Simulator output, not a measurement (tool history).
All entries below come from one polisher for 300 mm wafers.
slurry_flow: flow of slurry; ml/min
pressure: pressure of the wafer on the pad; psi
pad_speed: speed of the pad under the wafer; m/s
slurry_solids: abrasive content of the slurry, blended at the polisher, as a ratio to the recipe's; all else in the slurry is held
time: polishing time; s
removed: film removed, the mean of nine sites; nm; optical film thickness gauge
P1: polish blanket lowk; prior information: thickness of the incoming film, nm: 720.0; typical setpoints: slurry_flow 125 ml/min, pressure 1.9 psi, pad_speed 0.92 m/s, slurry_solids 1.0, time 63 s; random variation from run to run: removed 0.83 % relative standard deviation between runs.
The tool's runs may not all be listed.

| run | hour | slurry_flow | pressure | pad_speed | slurry_solids | time | wafers polished on this pad | hours since the slurry nozzle was cleaned | hours since the head pressure was calibrated | hours since the slurry blender was calibrated | hours since the conditioning disc was replaced | removed |
|---|---|---|---|---|---|---|---|---|---|---|---|---|
| 1 | 5.4 | 125 | 1.9 | 0.92 | 1.0 | 63 | 814 | 207.1 | 273.3 | 63.1 | 113.8 | 24.878 |
| 2 | 13.7 | 125 | 1.9 | 0.92 | 1.4 | 63 | 917 | 215.4 | 281.6 | 71.4 | 122.1 | 29.092 |
| 3 | 22.4 | 125 | 1.2 | 0.92 | 1.0 | 63 | 1026 | 224.1 | 290.3 | 80.1 | 130.8 | 15.716 |
| 4 | 28.0 | 125 | 1.9 | 0.92 | 1.0 | 63 | 1096 | 229.7 | 295.9 | 85.7 | 136.4 | 24.904 |
| 5 | 33.6 | 125 | 1.9 | 0.92 | 1.0 | 91 | 1165 | 235.3 | 301.5 | 91.3 | 142.0 | 36.225 |
| 6 | 41.2 | 125 | 1.9 | 0.92 | 1.0 | 63 | 1260 | 242.9 | 309.1 | 98.9 | 149.6 | 24.716 |
| 7 | 52.2 | 125 | 2.5 | 0.92 | 1.0 | 63 | 1397 | 253.9 | 320.1 | 109.9 | 160.6 | 32.863 |
| 8 | 59.9 | 195 | 1.9 | 0.92 | 1.0 | 63 | 1493 | 261.6 | 327.8 | 117.6 | 168.3 | 26.484 |
| 9 | 68.0 | 75 | 1.9 | 0.92 | 1.0 | 63 | 1594 | 269.7 | 335.9 | 125.7 | 176.4 | 21.904 |
| 10 | 77.9 | 125 | 1.9 | 0.58 | 1.0 | 63 | 1717 | 279.6 | 345.8 | 135.6 | 186.3 | 17.080 |
|  | 78.2 | slurry blender recalibrated |
| 11 | 88.2 | 125 | 1.9 | 0.92 | 1.0 | 63 | 1845 | 289.9 | 356.1 | 10.1 | 196.6 | 24.850 |
| 12 | 99.6 | 125 | 1.9 | 0.92 | 1.0 | 28 | 1987 | 301.3 | 367.5 | 21.5 | 208.0 | 11.156 |
| 13 | 106.3 | 125 | 1.9 | 0.92 | 1.0 | 63 | 2071 | 308.0 | 374.2 | 28.2 | 214.7 | 25.028 |
| 14 | 117.4 | 125 | 1.9 | 0.50 | 1.0 | 41 | 2209 | 319.1 | 385.3 | 39.3 | 225.8 | 10.018 |
| 15 | 126.1 | 125 | 1.9 | 1.30 | 1.0 | 63 | 2318 | 327.8 | 394.0 | 48.0 | 234.5 | 32.878 |
| 16 | 137.3 | 125 | 3.0 | 1.38 | 1.0 | 63 | 2457 | 339.0 | 405.2 | 59.2 | 245.7 | 53.941 |
| 17 | 146.0 | 125 | 1.9 | 0.92 | 1.0 | 63 | 2565 | 347.7 | 413.9 | 67.9 | 254.4 | 24.851 |
| 18 | 154.9 | 125 | 1.9 | 0.92 | 1.0 | 63 | 2676 | 356.6 | 422.8 | 76.8 | 263.3 | 24.721 |
| 19 | 161.9 | 125 | 1.9 | 0.92 | 0.5 | 63 | 2764 | 363.6 | 429.8 | 83.8 | 270.3 | 17.056 |
| 20 | 172.3 | 125 | 1.9 | 0.92 | 1.0 | 63 | 2893 | 374.0 | 440.2 | 94.2 | 280.7 | 25.103 |
| 21 | 179.5 | 125 | 1.9 | 0.92 | 1.0 | 63 | 2983 | 381.2 | 447.4 | 101.4 | 287.9 | 24.290 |
| 22 | 189.6 | 125 | 1.9 | 0.92 | 1.0 | 63 | 3109 | 391.3 | 457.5 | 111.5 | 298.0 | 23.592 |
| 23 | 198.3 | 125 | 1.9 | 0.92 | 1.0 | 63 | 3217 | 400.0 | 466.2 | 120.2 | 306.7 | 23.277 |
| 24 | 204.3 | 125 | 1.9 | 0.92 | 1.0 | 63 | 3292 | 406.0 | 472.2 | 126.2 | 312.7 | 23.268 |
| 25 | 209.3 | 125 | 1.9 | 0.92 | 1.0 | 63 | 3354 | 411.0 | 477.2 | 131.2 | 317.7 | 22.759 |
| 26 | 217.0 | 125 | 1.9 | 0.92 | 1.0 | 63 | 3450 | 418.7 | 484.9 | 138.9 | 325.4 | 22.543 |
|  | 219.4 | slurry blender recalibrated |
|  | 222.3 | conditioning disc replaced and pad reconditioned |
|  | 227.4 | head pressure recalibrated |
| 27 | 228.3 | 125 | 1.9 | 0.92 | 1.0 | 63 | 3591 | 430.0 | 0.9 | 9.0 | 6.1 | 22.888 |
| 28 | 234.2 | 125 | 1.9 | 0.92 | 1.0 | 63 | 3664 | 435.9 | 6.8 | 14.9 | 12.0 | 22.644 |
| 29 | 239.9 | 125 | 1.9 | 0.92 | 1.0 | 63 | 3735 | 441.6 | 12.5 | 20.6 | 17.7 | 22.702 |
| 30 | 249.4 | 125 | 1.9 | 0.92 | 1.0 | 63 | 3854 | 451.1 | 22.0 | 30.1 | 27.2 | 22.373 |
| 31 | 255.1 | 125 | 1.9 | 0.92 | 1.0 | 63 | 3925 | 456.8 | 27.7 | 35.8 | 32.9 | 22.886 |

P1 no longer gives what it gave before; its output has crept away from where it was. The following 2 causes, each at its listed size, fit the log equally well:
A: slurry flow missing at the pad, % = 33.5
B: removal rate lost through wear of the pad, % = 9.54
The process output started creeping at around hour 172.3.
All other causes, with the reason each is excluded:
head's pressure below its setpoint, %: serviced at hour 227.4, after the change had begun; the process did not return to its earlier output
abrasive missing from the slurry, %: serviced at hour 219.4, after the change had begun; the process did not return to its earlier output
time polished since the conditioner stopped cutting, s: serviced at hour 222.3, after the change had begun; the process did not return to its earlier output

The 4 check runs listed below each average the results of 2 wafers, and their outcomes are marked with question marks. Under which run would the listed causes produce clearly different results?
| check 1 | 260.8 | 125 | 1.9 | 1.14 | 1.0 | 63 |  |  |  |  |  | ? |
| check 2 | 260.8 | 75 | 1.9 | 0.92 | 1.0 | 63 |  |  |  |  |  | ? |
| check 3 | 260.8 | 125 | 2.5 | 0.72 | 1.0 | 63 |  |  |  |  |  | ? |
| check 4 | 260.8 | 125 | 2.3 | 0.92 | 1.0 | 63 |  |  |  |  |  | ? |

What each check would give under each cause:
| check | result | if A | if B |
|---|---|---|---|
| check 1 | removed | 26.822 | 26.823 |
| check 2 | removed | 18.763 | 19.806 |
| check 3 | removed | 24.435 | 24.436 |
| check 4 | removed | 27.351 | 27.352 |
Gap, in per cent, between the two causes that each check separates least, read from the result that separates them most: check 1 0 %; check 2 5.41 %; check 3 0 %; check 4 0 %
Check 2 distinguishes between the causes, while the remaining checks would return nearly the same result for all of them.

With check 2 done, the readings were: removed 19.749 nm. Identify which of the listed causes applies.

It is B: removal rate lost through wear of the pad, %.
